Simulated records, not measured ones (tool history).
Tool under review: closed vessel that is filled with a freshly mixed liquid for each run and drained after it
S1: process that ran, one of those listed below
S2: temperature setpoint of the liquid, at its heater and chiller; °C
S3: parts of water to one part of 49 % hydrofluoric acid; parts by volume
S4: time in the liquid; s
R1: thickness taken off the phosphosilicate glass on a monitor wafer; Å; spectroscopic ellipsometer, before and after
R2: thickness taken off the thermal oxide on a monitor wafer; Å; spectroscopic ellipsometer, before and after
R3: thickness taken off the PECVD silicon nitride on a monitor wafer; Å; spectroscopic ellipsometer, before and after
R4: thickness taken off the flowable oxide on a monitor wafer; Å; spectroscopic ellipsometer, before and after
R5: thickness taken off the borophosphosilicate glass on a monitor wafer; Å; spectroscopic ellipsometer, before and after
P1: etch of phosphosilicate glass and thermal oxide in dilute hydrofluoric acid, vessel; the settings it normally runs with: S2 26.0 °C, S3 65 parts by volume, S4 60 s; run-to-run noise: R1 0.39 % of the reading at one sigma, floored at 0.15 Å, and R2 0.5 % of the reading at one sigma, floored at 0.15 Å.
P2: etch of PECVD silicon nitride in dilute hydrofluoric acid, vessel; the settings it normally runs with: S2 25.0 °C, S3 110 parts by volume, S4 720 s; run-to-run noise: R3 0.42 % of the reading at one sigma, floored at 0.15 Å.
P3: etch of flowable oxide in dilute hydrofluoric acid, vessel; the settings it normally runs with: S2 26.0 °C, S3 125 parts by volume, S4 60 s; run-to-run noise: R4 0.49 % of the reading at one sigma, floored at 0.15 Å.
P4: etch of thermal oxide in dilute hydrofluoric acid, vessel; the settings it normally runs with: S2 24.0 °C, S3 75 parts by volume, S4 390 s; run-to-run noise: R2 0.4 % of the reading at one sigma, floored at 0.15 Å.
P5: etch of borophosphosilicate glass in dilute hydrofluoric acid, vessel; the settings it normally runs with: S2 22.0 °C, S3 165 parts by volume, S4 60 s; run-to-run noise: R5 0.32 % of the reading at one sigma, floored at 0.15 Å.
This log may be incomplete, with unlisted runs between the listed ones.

run 1 hour=8.9 | S1=P1 S2=26.0 S3=65 S4=60 | R1=628.61 R2=46.747
run 2 hour=15.5 | S1=P2 S2=17.0 S3=110 S4=720 | R3=233.270
run 3 hour=25.9 | S1=P3 S2=26.0 S3=125 S4=60 | R4=228.35
-- hour=27.1 hydrofluoric acid flow meter replaced
run 4 hour=35.3 | S1=P5 S2=22.0 S3=165 S4=35 | R5=86.057
run 5 hour=41.7 | S1=P1 S2=26.0 S3=65 S4=60 | R1=631.58 R2=46.104
run 6 hour=51.4 | S1=P1 S2=30.5 S3=65 S4=60 | R1=748.56 R2=55.197
run 7 hour=56.7 | S1=P2 S2=25.0 S3=110 S4=720 | R3=403.130
run 8 hour=64.5 | S1=P3 S2=26.0 S3=50 S4=60 | R4=627.61
run 9 hour=73.9 | S1=P1 S2=22.5 S3=65 S4=30 | R1=273.38 R2=19.952
run 10 hour=81.2 | S1=P1 S2=26.0 S3=65 S4=90 | R1=945.26 R2=69.035
run 11 hour=87.2 | S1=P1 S2=26.0 S3=25 S4=60 | R1=1732.60 R2=127.240
run 12 hour=93.7 | S1=P4 S2=24.0 S3=20 S4=390 | R2=1017.200
run 13 hour=103.5 | S1=P5 S2=17.0 S3=165 S4=60 | R5=121.430
run 14 hour=109.8 | S1=P4 S2=24.0 S3=75 S4=390 | R2=252.480
run 15 hour=117.9 | S1=P1 S2=26.0 S3=65 S4=60 | R1=632.34 R2=46.712
run 16 hour=127.1 | S1=P1 S2=26.0 S3=65 S4=60 | R1=636.99 R2=46.031
run 17 hour=134.2 | S1=P5 S2=22.0 S3=165 S4=60 | R5=148.120
run 18 hour=142.0 | S1=P4 S2=32.5 S3=75 S4=390 | R2=350.180
run 19 hour=148.2 | S1=P1 S2=26.0 S3=90 S4=60 | R1=439.87 R2=32.133
run 20 hour=153.0 | S1=P2 S2=25.0 S3=40 S4=720 | R3=1087.100
run 21 hour=160.9 | S1=P5 S2=22.0 S3=50 S4=60 | R5=555.060
run 22 hour=168.0 | S1=P2 S2=25.0 S3=110 S4=175 | R3=96.747
run 23 hour=176.8 | S1=P3 S2=26.0 S3=125 S4=115 | R4=434.43
run 24 hour=182.0 | S1=P1 S2=26.0 S3=65 S4=60 | R1=627.36 R2=46.812
run 25 hour=186.8 | S1=P4 S2=24.0 S3=75 S4=390 | R2=251.750
run 26 hour=196.0 | S1=P1 S2=26.0 S3=65 S4=60 | R1=624.13 R2=46.245
run 27 hour=203.6 | S1=P1 S2=26.0 S3=65 S4=30 | R1=314.47 R2=23.390
run 28 hour=211.8 | S1=P4 S2=24.0 S3=75 S4=30 | R2=19.334
run 29 hour=217.3 | S1=P5 S2=22.0 S3=165 S4=60 | R5=147.790
run 30 hour=224.6 | S1=P1 S2=18.5 S3=65 S4=60 | R1=461.54 R2=33.947
run 31 hour=229.3 | S1=P3 S2=33.0 S3=125 S4=60 | R4=292.48
run 32 hour=238.5 | S1=P1 S2=26.0 S3=65 S4=60 | R1=634.74 R2=46.231
run 33 hour=244.3 | S1=P1 S2=26.0 S3=65 S4=60 | R1=617.21 R2=44.862
run 34 hour=253.0 | S1=P1 S2=26.0 S3=65 S4=60 | R1=594.32 R2=43.540
run 35 hour=259.1 | S1=P1 S2=26.0 S3=65 S4=60 | R1=587.24 R2=43.486
run 36 hour=269.6 | S1=P1 S2=26.0 S3=65 S4=60 | R1=584.64 R2=42.967
run 37 hour=279.8 | S1=P1 S2=26.0 S3=65 S4=60 | R1=578.94 R2=42.157
run 38 hour=288.8 | S1=P1 S2=26.0 S3=65 S4=60 | R1=574.76 R2=41.798
run 39 hour=298.2 | S1=P1 S2=26.0 S3=65 S4=60 | R1=576.12 R2=41.962

Compared with where it was, what P1 gives has crept away. Each cause listed below fits the log as well as the rest, at the size given for it:
A: hydrofluoric acid flow below the setpoint (%) = 7.68
B: liquid colder than its thermometer reads (K) = 2.17
The gradual shift began around hour 238.5.

Below are 4 check runs, each on a single wafer, with their results shown as question marks. Which of them would tell the listed causes apart, meaning the causes would give clearly different results under it?
run check 1 hour=307.6 | S1=P3 S2=26.0 S3=75 S4=110 | R4=?
run check 2 hour=307.6 | S1=P5 S2=17.0 S3=80 S4=60 | R5=?
run check 3 hour=307.6 | S1=P2 S2=25.0 S3=110 S4=370 | R3=?
run check 4 hour=307.6 | S1=P4 S2=31.5 S3=30 S4=390 | R2=?

Outcome of each check run for each possible cause:
check=check_1 result=R4 if_A=678.36 if_B=679.27
check=check_2 result=R5 if_A=248.950 if_B=247.350
check=check_3 result=R3 if_A=191.070 if_B=179.350
check=check_4 result=R2 if_A=831.380 if_B=829.350
Per-check spread between the two closest causes, in the result where they differ most: check 1 0.13 %; check 2 0.64 %; check 3 6.33 %; check 4 0.24 %
Only check 3 tells the causes apart: in the others they would give nearly the same result.

Running check 3 produced the following: R3 178.370 Å. Which one of the listed causes fits?

It is B: liquid colder than its thermometer reads (K).

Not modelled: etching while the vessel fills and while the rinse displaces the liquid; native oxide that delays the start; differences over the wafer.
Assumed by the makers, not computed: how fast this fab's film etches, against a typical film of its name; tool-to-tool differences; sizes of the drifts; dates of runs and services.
